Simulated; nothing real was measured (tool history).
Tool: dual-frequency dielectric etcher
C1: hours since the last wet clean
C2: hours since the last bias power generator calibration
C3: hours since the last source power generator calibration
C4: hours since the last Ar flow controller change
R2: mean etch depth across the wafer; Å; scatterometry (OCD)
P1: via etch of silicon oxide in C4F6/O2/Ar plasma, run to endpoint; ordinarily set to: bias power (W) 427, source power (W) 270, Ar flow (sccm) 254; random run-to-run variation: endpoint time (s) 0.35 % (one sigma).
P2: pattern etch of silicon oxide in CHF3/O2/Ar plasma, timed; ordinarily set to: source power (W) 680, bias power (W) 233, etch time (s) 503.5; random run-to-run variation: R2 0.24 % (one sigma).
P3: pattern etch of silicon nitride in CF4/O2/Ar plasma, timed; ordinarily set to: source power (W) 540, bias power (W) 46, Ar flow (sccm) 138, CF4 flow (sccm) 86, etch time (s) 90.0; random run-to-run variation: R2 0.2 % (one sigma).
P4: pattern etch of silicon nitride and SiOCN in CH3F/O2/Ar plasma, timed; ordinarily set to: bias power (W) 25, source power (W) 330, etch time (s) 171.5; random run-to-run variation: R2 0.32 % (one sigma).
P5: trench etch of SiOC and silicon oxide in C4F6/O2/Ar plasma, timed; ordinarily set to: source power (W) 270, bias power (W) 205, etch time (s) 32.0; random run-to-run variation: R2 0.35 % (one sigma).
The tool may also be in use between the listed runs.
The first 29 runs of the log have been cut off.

{"run": 30, "hour": 215.0, "process that ran": "P1", "bias power (W)": 427, "source power (W)": 270, "Ar flow (sccm)": 254, "C1": 529.3, "C2": 1165.6, "C3": 2564.6, "C4": 68.8, "endpoint time (s)": 32.751}
{"run": 31, "hour": 224.4, "process that ran": "P4", "bias power (W)": 25, "source power (W)": 330, "etch time (s)": 171.5, "C1": 538.7, "C2": 1175.0, "C3": 2574.0, "C4": 78.2, "R2": 227.88}
{"run": 32, "hour": 230.7, "process that ran": "P3", "bias power (W)": 59, "source power (W)": 540, "Ar flow (sccm)": 138, "CF4 flow (sccm)": 86, "etch time (s)": 90.0, "C1": 545.0, "C2": 1181.3, "C3": 2580.3, "C4": 84.5, "R2": 1770.1}
{"run": 33, "hour": 237.2, "process that ran": "P1", "bias power (W)": 427, "source power (W)": 220, "Ar flow (sccm)": 211, "C1": 551.5, "C2": 1187.8, "C3": 2586.8, "C4": 91.0, "endpoint time (s)": 34.712}
{"run": 34, "hour": 245.0, "process that ran": "P1", "bias power (W)": 427, "source power (W)": 270, "Ar flow (sccm)": 254, "C1": 559.3, "C2": 1195.6, "C3": 2594.6, "C4": 98.8, "endpoint time (s)": 33.139}
{"run": 35, "hour": 250.0, "process that ran": "P1", "bias power (W)": 427, "source power (W)": 270, "Ar flow (sccm)": 254, "C1": 564.3, "C2": 1200.6, "C3": 2599.6, "C4": 103.8, "endpoint time (s)": 32.937}
{"run": 36, "hour": 254.6, "process that ran": "P1", "bias power (W)": 427, "source power (W)": 270, "Ar flow (sccm)": 254, "C1": 568.9, "C2": 1205.2, "C3": 2604.2, "C4": 108.4, "endpoint time (s)": 33.069}
{"run": 37, "hour": 263.6, "process that ran": "P1", "bias power (W)": 427, "source power (W)": 270, "Ar flow (sccm)": 254, "C1": 577.9, "C2": 1214.2, "C3": 2613.2, "C4": 117.4, "endpoint time (s)": 33.358}
{"run": 38, "hour": 269.9, "process that ran": "P1", "bias power (W)": 427, "source power (W)": 270, "Ar flow (sccm)": 254, "C1": 584.2, "C2": 1220.5, "C3": 2619.5, "C4": 123.7, "endpoint time (s)": 33.336}
{"run": 39, "hour": 276.3, "process that ran": "P1", "bias power (W)": 427, "source power (W)": 270, "Ar flow (sccm)": 254, "C1": 590.6, "C2": 1226.9, "C3": 2625.9, "C4": 130.1, "endpoint time (s)": 33.652}
{"hour": 277.1, "done": "wet clean of the chamber"}
{"run": 40, "hour": 281.7, "process that ran": "P1", "bias power (W)": 427, "source power (W)": 270, "Ar flow (sccm)": 254, "C1": 4.7, "C2": 1232.3, "C3": 2631.3, "C4": 135.5, "endpoint time (s)": 33.337}

Run 41 comes next. What will it give?
{"run": 41, "hour": 287.9, "process that ran": "P1", "bias power (W)": 427, "source power (W)": 270, "Ar flow (sccm)": 254, "C1": 10.9, "C2": 1238.5, "C3": 2637.5, "C4": 141.7, "endpoint time (s)": "?"}

{"run 41": {"endpoint time (s)": 33.391}}

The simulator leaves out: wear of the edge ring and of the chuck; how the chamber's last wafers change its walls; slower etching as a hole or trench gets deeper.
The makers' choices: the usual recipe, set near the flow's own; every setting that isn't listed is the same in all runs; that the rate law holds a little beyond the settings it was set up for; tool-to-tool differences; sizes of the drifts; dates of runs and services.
